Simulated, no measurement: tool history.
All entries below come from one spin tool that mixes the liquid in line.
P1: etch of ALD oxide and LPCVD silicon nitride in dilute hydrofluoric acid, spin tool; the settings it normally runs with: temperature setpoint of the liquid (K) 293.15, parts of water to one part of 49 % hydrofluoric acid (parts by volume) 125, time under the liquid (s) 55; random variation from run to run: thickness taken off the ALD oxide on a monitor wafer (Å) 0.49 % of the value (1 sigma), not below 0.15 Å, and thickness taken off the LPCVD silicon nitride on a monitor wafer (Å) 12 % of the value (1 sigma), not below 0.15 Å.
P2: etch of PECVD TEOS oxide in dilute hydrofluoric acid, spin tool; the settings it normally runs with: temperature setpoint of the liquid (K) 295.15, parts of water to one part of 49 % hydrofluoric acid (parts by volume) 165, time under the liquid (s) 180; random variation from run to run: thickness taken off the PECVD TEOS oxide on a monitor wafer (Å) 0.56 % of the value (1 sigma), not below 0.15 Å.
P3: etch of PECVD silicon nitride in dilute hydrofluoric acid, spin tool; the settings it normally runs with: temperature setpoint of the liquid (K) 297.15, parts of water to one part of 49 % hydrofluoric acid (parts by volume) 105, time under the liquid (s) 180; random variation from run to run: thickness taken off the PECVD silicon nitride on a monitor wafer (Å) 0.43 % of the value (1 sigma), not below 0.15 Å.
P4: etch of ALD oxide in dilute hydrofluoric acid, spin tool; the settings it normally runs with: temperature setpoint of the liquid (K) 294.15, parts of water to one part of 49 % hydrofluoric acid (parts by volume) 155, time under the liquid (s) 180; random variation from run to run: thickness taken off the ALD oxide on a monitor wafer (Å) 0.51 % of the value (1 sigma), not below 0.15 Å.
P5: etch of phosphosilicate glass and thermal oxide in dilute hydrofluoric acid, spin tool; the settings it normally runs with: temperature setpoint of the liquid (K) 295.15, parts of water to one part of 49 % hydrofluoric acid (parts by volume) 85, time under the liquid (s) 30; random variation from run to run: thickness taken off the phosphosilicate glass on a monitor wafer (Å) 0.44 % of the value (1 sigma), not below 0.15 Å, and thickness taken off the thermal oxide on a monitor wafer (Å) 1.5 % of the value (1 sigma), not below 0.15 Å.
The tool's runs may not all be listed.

| run | day | process that ran | temperature setpoint of the liquid (K) | parts of water to one part of 49 % hydrofluoric acid (parts by volume) | time under the liquid (s) | hours since the thermometer was replaced | hours since the hydrofluoric acid flow meter was replaced | thickness taken off the ALD oxide on a monitor wafer (Å) | thickness taken off the LPCVD silicon nitride on a monitor wafer (Å) | thickness taken off the PECVD silicon nitride on a monitor wafer (Å) | thickness taken off the phosphosilicate glass on a monitor wafer (Å) | thickness taken off the thermal oxide on a monitor wafer (Å) | thickness taken off the PECVD TEOS oxide on a monitor wafer (Å) |
|---|---|---|---|---|---|---|---|---|---|---|---|---|---|
| 1 | 0.204 | P1 | 293.15 | 125 | 55 | 1248.8 | 824.4 | 86.856 | 1.53730 |  |  |  |  |
| 2 | 0.454 | P4 | 294.15 | 155 | 180 | 1254.8 | 830.4 | 148.980 |  |  |  |  |  |
| 3 | 0.771 | P3 | 301.15 | 105 | 180 | 1262.4 | 838.0 |  |  | 122.380 |  |  |  |
| 4 | 1.075 | P5 | 295.15 | 85 | 15 | 1269.7 | 845.3 |  |  |  | 274.95 | 8.1295 |  |
| 5 | 1.371 | P3 | 297.15 | 170 | 180 | 1276.8 | 852.4 |  |  | 59.083 |  |  |  |
| 6 | 1.558 | P1 | 293.15 | 125 | 55 | 1281.3 | 856.9 | 86.458 | 1.97940 |  |  |  |  |
| 7 | 1.779 | P1 | 293.15 | 125 | 55 | 1286.6 | 862.2 | 85.829 | 1.77050 |  |  |  |  |
| 8 | 2.046 | P1 | 300.65 | 125 | 55 | 1293.0 | 868.6 | 116.710 | 2.90770 |  |  |  |  |
| 9 | 2.238 | P1 | 290.15 | 125 | 85 | 1297.6 | 873.2 | 118.260 | 2.44450 |  |  |  |  |
| 10 | 2.550 | P1 | 293.15 | 175 | 55 | 1305.1 | 880.7 | 58.547 | 1.31470 |  |  |  |  |
| 11 | 2.767 | P1 | 293.15 | 125 | 90 | 1310.3 | 885.9 | 143.210 | 2.56340 |  |  |  |  |
| 12 | 3.017 | P2 | 295.15 | 165 | 45 | 1316.3 | 891.9 |  |  |  |  |  | 23.580 |
| 13 | 3.242 | P2 | 295.15 | 165 | 180 | 1321.7 | 897.3 |  |  |  |  |  | 95.581 |
| 14 | 3.558 | P5 | 295.15 | 85 | 30 | 1329.3 | 904.9 |  |  |  | 549.93 | 15.7700 |  |
|  | 3.562 | thermometer replaced |
| 15 | 3.842 | P4 | 300.15 | 155 | 180 | 6.8 | 911.7 | 189.300 |  |  |  |  |  |
| 16 | 4.046 | P1 | 293.15 | 125 | 55 | 11.7 | 916.6 | 86.491 | 1.53420 |  |  |  |  |
| 17 | 4.204 | P2 | 290.15 | 165 | 180 | 15.5 | 920.4 |  |  |  |  |  | 78.476 |
| 18 | 4.508 | P2 | 295.15 | 280 | 180 | 22.8 | 927.7 |  |  |  |  |  | 50.525 |
| 19 | 4.700 | P3 | 297.15 | 105 | 40 | 27.4 | 932.3 |  |  | 21.105 |  |  |  |
| 20 | 5.062 | P4 | 294.15 | 155 | 305 | 36.1 | 941.0 | 251.160 |  |  |  |  |  |
| 21 | 5.312 | P1 | 293.15 | 125 | 15 | 42.1 | 947.0 | 23.866 | 0.55492 |  |  |  |  |
| 22 | 5.596 | P2 | 295.15 | 165 | 180 | 48.9 | 953.8 |  |  |  |  |  | 95.968 |
| 23 | 5.879 | P5 | 302.65 | 85 | 30 | 55.7 | 960.6 |  |  |  | 745.38 | 20.9230 |  |
| 24 | 6.046 | P1 | 293.15 | 45 | 55 | 59.7 | 964.6 | 263.430 | 3.40200 |  |  |  |  |
| 25 | 6.238 | P4 | 294.15 | 155 | 180 | 64.3 | 969.2 | 150.010 |  |  |  |  |  |
| 26 | 6.508 | P3 | 297.15 | 105 | 180 | 70.8 | 975.7 |  |  | 94.640 |  |  |  |
| 27 | 6.821 | P5 | 295.15 | 120 | 30 | 78.3 | 983.2 |  |  |  | 376.80 | 10.7760 |  |
| 28 | 7.133 | P4 | 294.15 | 245 | 180 | 85.8 | 990.7 | 86.597 |  |  |  |  |  |
| 29 | 7.329 | P1 | 290.15 | 125 | 55 | 90.5 | 995.4 | 76.733 | 1.52600 |  |  |  |  |
| 30 | 7.546 | P1 | 293.15 | 200 | 15 | 95.7 | 1000.6 | 13.422 | 0.47047 |  |  |  |  |
| 31 | 7.804 | P5 | 295.15 | 85 | 30 | 101.9 | 1006.8 |  |  |  | 550.45 | 15.9510 |  |
| 32 | 8.146 | P1 | 293.15 | 125 | 55 | 110.1 | 1015.0 | 87.167 | 1.95040 |  |  |  |  |
| 33 | 8.383 | P1 | 293.15 | 125 | 55 | 115.8 | 1020.7 | 88.808 | 1.78500 |  |  |  |  |
| 34 | 8.725 | P1 | 293.15 | 125 | 55 | 124.0 | 1028.9 | 91.499 | 1.27310 |  |  |  |  |
| 35 | 9.062 | P1 | 293.15 | 125 | 55 | 132.1 | 1037.0 | 91.272 | 1.70050 |  |  |  |  |
| 36 | 9.279 | P1 | 293.15 | 125 | 55 | 137.3 | 1042.2 | 92.689 | 1.47400 |  |  |  |  |
| 37 | 9.508 | P1 | 293.15 | 125 | 55 | 142.8 | 1047.7 | 92.433 | 1.85710 |  |  |  |  |

Run 38 has not been measured yet. What should we expect?
| 38 | 9.750 | P1 | 293.15 | 125 | 55 | 148.6 | 1053.5 | ? | ? |  |  |  |  |

thickness taken off the ALD oxide on a monitor wafer (Å): 92.958
thickness taken off the LPCVD silicon nitride on a monitor wafer (Å): 1.50980

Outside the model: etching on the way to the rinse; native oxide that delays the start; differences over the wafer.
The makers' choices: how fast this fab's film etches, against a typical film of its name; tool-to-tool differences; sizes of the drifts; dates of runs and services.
